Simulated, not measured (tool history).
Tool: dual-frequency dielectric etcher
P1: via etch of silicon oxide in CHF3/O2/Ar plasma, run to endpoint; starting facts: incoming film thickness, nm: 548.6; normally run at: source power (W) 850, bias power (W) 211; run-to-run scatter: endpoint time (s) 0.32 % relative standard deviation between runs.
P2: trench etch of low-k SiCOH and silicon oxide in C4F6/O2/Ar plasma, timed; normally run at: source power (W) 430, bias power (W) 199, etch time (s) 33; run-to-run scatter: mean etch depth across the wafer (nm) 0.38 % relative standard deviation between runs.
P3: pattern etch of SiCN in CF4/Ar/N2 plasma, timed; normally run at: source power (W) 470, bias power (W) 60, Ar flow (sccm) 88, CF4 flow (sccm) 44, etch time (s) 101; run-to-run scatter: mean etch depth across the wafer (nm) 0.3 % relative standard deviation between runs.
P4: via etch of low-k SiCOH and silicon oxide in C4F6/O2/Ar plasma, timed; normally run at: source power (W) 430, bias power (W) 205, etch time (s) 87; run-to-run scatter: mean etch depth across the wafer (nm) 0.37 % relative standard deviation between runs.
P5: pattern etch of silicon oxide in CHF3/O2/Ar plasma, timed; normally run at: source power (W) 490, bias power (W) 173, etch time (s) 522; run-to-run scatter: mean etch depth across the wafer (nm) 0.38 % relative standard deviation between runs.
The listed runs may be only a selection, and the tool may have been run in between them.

run	hour	process that ran	source power (W)	bias power (W)	etch time (s)	Ar flow (sccm)	CF4 flow (sccm)	hours since the last wet clean	hours since the last source power generator calibration	hours since the last bias power generator calibration	endpoint time (s)	mean etch depth across the wafer (nm)
1	13.9	P1	850	211				324.2	994.8	1293.7	237.64	
2	26.6	P4	430	121	87			336.9	1007.5	1306.4		221.93
3	39	P5	300	173	522			349.3	1019.9	1318.8		788.27
4	48	P3	320	60	101	88	44	358.3	1028.9	1327.8		57.344
5	58.8	P1	850	211				369.1	1039.7	1338.6	238.49	
6	68.4	P2	430	199	21.5			378.7	1049.3	1348.2		68.407
7	77.3	P2	610	199	33			387.6	1058.2	1357.1		120.71
8	92.6	P3	470	60	101	111	44	402.9	1073.5	1372.4		76.19
9	106.4	P2	430	199	33			416.7	1087.3	1386.2		105.87
10	115.2	P4	430	205	48			425.5	1096.1	1395		142.99
11	128.5	P1	850	298				438.8	1109.4	1408.3	211.23	
12	141.8	P1	850	211				452.1	1122.7	1421.6	239.13	
13	156.5	P5	490	173	522			466.8	1137.4	1436.3		953.67
14	170.7	P3	470	60	101	88	44	481	1151.6	1450.5		79.801
15	179.6	P1	1040	211				489.9	1160.5	1459.4	220.49	
16	194.1	P1	850	211				504.4	1175	1473.9	237.81	
17	209.8	P2	430	133	33			520.1	1190.7	1489.6		92.934
18	226.2	P4	430	205	87			536.5	1207.1	1506		260.01
19	244.3	P1	580	211				554.6	1225.2	1524.1	275.22	
20	260.7	P1	850	211				571	1241.6	1540.5	238.96	
21	271.9	P3	470	78	101	88	44	582.2	1252.8	1551.7		88.03
22	290.1	P5	490	104	522			600.4	1271	1569.9		803.26
23	305.7	P1	590	296				616	1286.6	1585.5	244.04	
24	321.7	P4	580	205	87			632	1302.6	1601.5		290.3
# hour 321.8: wet clean of the chamber
25	332.5	P3	470	60	101	88	53	10.8	1313.4	1612.3		81.879
26	347.1	P1	670	252				25.4	1328	1626.9	245.48	
27	356.7	P3	470	60	57	88	44	35	1337.6	1636.5		44.943
28	373.3	P5	490	173	767			51.6	1354.2	1653.1		1395.5
29	389.6	P1	640	246				67.9	1370.5	1669.4	251.69	
30	398	P5	490	173	522			76.3	1378.9	1677.8		943.59
31	411.9	P2	430	199	33			90.2	1392.8	1691.7		105.26
32	426.6	P1	850	125				104.9	1407.5	1706.4	281.07	
33	438.9	P1	850	211				117.2	1419.8	1718.7	237.56	
34	457.4	P1	850	211				135.7	1438.3	1737.2	240.08	
35	471.6	P1	850	211				149.9	1452.5	1751.4	242.28	
36	485.9	P1	850	211				164.2	1466.8	1765.7	241.35	
37	502.8	P1	850	211				181.1	1483.7	1782.6	241.63	
# hour 511.1: wet clean of the chamber
38	512.3	P1	850	211				1.3	1493.2	1792.1	242	
39	529.8	P1	850	211				18.8	1510.7	1809.6	242.13	
40	542.5	P1	850	211				31.5	1523.4	1822.3	242.15	

The output of P1 has drifted from where it used to be. Each of the 2 causes below, taken at the size shown beside it, accounts for the log equally well:
A: source power that arrives under what is set, % = 4.14
B: bias power that arrives under what is set, % = 4.67
The onset of the drift is placed at about hour 438.9.
Excluded causes, each with its reason:
chamber walls in a state that lowers the etch rate, %: maintenance at hour 511.1, after the shift began, did not return the process to its former output

Consider the 4 check runs below, whose results appear as question marks and each of which averages 2 wafers. Which one distinguishes the causes, in that each cause would give it a clearly different result?
check 1	555.2	P5	490	107	522							?
check 2	555.2	P3	470	60	61.5	88	44					?
check 3	555.2	P2	520	135	33							?
check 4	555.2	P4	430	155	62.5							?

If the cause were each of the candidates in turn, the checks would give the following:
check	result	if A	if B
check 1	mean etch depth across the wafer (nm)	796.36	798.09
check 2	mean etch depth across the wafer (nm)	46.79	47.75
check 3	mean etch depth across the wafer (nm)	99.315	99.627
check 4	mean etch depth across the wafer (nm)	167.99	168.36
Minimum pairwise separation of causes per check, each pair taken at its best-separating result: check 1 0.22 %; check 2 2.03 %; check 3 0.31 %; check 4 0.22 %
Only in check 2 would the causes give clearly different results; in the remaining checks their results would be nearly the same.

Check 2 has now been run. It gave: mean etch depth across the wafer (nm) 47.635. Which of the candidate causes is it?

The cause is B: bias power that arrives under what is set, %.
